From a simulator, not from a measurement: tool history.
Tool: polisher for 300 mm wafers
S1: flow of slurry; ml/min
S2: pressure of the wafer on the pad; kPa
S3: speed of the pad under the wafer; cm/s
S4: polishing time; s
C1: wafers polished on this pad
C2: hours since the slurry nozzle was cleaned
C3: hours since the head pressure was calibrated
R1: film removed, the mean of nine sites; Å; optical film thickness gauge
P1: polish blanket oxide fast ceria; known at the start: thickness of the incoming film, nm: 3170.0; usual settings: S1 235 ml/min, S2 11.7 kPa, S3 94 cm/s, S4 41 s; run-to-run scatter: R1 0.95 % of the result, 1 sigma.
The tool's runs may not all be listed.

run,hour,S1,S2,S3,S4,C1,C2,C3,R1
1,2.4,235,11.7,94,41,262,153.6,257.8,3037.6
2,5.1,235,11.7,94,41,294,156.3,260.5,3042.2
3,7.5,235,11.7,94,51,322,158.7,262.9,3699.0
4,10.4,235,11.7,144,41,356,161.6,265.8,4630.5
5,13.2,235,11.7,94,20,389,164.4,268.6,1524.6
6,17.6,235,17.9,144,41,441,168.8,273.0,7087.2
# hour 19.9: slurry nozzle cleaned
7,20.4,235,11.7,94,41,474,0.5,275.8,3005.2
8,23.5,160,9.0,94,41,510,3.6,278.9,2208.6
9,27.9,235,11.7,94,41,562,8.0,283.3,3032.8
10,32.3,140,11.7,94,41,613,12.4,287.7,2856.2
11,35.9,235,11.7,122,52,656,16.0,291.3,5018.2
12,38.5,370,11.7,94,41,686,18.6,293.9,3186.0
13,41.1,235,5.5,94,41,717,21.2,296.5,1448.2
14,44.9,235,11.7,42,41,761,25.0,300.3,1350.1
15,49.1,235,16.5,94,41,810,29.2,304.5,4285.4
16,52.9,235,11.7,94,41,855,33.0,308.3,3035.6
17,55.3,235,11.7,94,41,883,35.4,310.7,2979.7
18,59.4,235,11.7,94,41,931,39.5,314.8,2919.7
19,61.4,235,11.7,94,41,955,41.5,316.8,2893.7
20,64.5,235,11.7,94,41,991,44.6,319.9,2835.1
# hour 64.6: head pressure recalibrated
21,68.6,235,11.7,94,41,1039,48.7,4.0,2823.2
22,70.8,235,11.7,94,41,1065,50.9,6.2,2823.2
23,73.5,235,11.7,94,41,1097,53.6,8.9,2891.0
24,76.5,235,11.7,94,41,1132,56.6,11.9,2869.0

What P1 gives has crept away from where it was. These 2 causes fit the log equally well, each at the size given:
A: slurry flow missing at the pad, % = 35.7
B: removal rate lost through wear of the pad, % = 6.06
The creep began at about hour 52.9.
Why every other cause is out:
head's pressure below its setpoint, %: serviced at hour 64.6, which brought nothing back

4 check runs are offered, each on 5 wafers whose results are averaged, their results left as question marks. Which one tells the causes apart?
check 1,79.5,235,11.7,44,41,,,,?
check 2,79.5,235,8.3,48,41,,,,?
check 3,79.5,140,11.7,94,28,,,,?
check 4,79.5,235,5.5,94,41,,,,?

What each check would give under each cause:
check,result,if A,if B
check 1,R1,1338.1,1338.0
check 2,R1,1030.4,1030.3
check 3,R1,1742.0,1809.2
check 4,R1,1345.3,1345.1
How far apart the two closest causes lie, in the result that separates them most: check 1 0.01 %; check 2 0.01 %; check 3 3.78 %; check 4 0.01 %
Check 3 tells the causes apart: in the others they would give nearly the same result.

Check 3 was then run and gave: R1 1821.0 Å. Which cause is it?

It is B: removal rate lost through wear of the pad, %.

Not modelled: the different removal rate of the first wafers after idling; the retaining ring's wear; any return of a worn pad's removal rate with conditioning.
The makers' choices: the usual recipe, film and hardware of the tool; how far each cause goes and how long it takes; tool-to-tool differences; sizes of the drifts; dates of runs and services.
